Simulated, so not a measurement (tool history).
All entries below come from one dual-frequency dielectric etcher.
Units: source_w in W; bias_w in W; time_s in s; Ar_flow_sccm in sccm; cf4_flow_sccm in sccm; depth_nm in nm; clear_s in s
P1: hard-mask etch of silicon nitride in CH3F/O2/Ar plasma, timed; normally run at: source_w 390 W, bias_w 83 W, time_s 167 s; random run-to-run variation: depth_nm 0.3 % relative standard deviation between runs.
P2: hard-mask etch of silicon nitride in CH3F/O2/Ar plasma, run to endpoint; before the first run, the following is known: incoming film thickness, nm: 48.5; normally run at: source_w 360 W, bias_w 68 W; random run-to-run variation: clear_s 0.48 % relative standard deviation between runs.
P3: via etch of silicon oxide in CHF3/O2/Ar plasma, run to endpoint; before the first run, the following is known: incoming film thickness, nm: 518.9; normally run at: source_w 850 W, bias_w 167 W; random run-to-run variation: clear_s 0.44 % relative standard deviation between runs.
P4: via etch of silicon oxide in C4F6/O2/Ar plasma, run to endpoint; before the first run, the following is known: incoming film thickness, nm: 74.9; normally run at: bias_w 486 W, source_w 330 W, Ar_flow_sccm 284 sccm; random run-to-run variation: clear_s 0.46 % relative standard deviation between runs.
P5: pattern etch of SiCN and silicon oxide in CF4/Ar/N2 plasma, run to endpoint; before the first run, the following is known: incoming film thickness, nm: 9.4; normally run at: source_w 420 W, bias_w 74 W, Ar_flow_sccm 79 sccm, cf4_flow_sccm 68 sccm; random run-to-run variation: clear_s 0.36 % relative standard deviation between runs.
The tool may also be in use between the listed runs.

run,hour,process,source_w,bias_w,time_s,Ar_flow_sccm,cf4_flow_sccm,depth_nm,clear_s
1,11.7,P1,390,83,167,,,122.56,
2,20.5,P5,420,74,,79,68,,11.391
3,36.4,P1,390,83,167,,,122.52,
4,53.7,P3,850,235,,,,,198.1
5,71.2,P1,390,48,167,,,102.02,
6,86.7,P3,850,167,,,,,222.29
7,95.9,P5,250,74,,79,68,,17.989
8,105,P4,330,680,,284,,,15.372
9,116.2,P2,500,68,,,,,64.617
10,128.5,P2,360,68,,,,,73.459
11,143.1,P4,330,486,,201,,,16.77
# hour 154.5: source power generator calibrated
12,159.8,P1,390,83,167,,,122.95,
13,174.1,P3,850,167,,,,,220.94
14,192.3,P1,280,83,167,,,108.71,
15,207.4,P4,210,486,,284,,,20.632
16,219.3,P1,390,118,167,,,139.4,
17,231.2,P1,490,83,167,,,133.63,
18,239.8,P3,1080,167,,,,,200.53
19,252.1,P5,420,44,,79,68,,13.389
20,261.7,P2,360,94,,,,,65.664
21,274.6,P4,330,486,,284,,,17.474
22,292.4,P2,360,68,,,,,73.746
23,304.8,P5,420,74,,79,68,,11.424
24,317.8,P1,230,115,167,,,113.53,
25,334.6,P1,290,61,167,,,98.248,
26,347,P1,390,83,245.5,,,180.49,
27,365,P1,390,83,120.5,,,88.457,
28,378.1,P5,420,74,,112,68,,11.926
29,395.1,P1,390,83,167,,,122.23,
30,405,P1,390,83,167,,,122.96,
31,417,P5,420,74,,79,53,,11.748
32,426.2,P1,390,100,244.5,,,192.15,

Run 33 is up next; what results do you expect?
33,438.9,P1,390,83,167,,,?,

Run 33 produced depth_nm 122.68 nm.
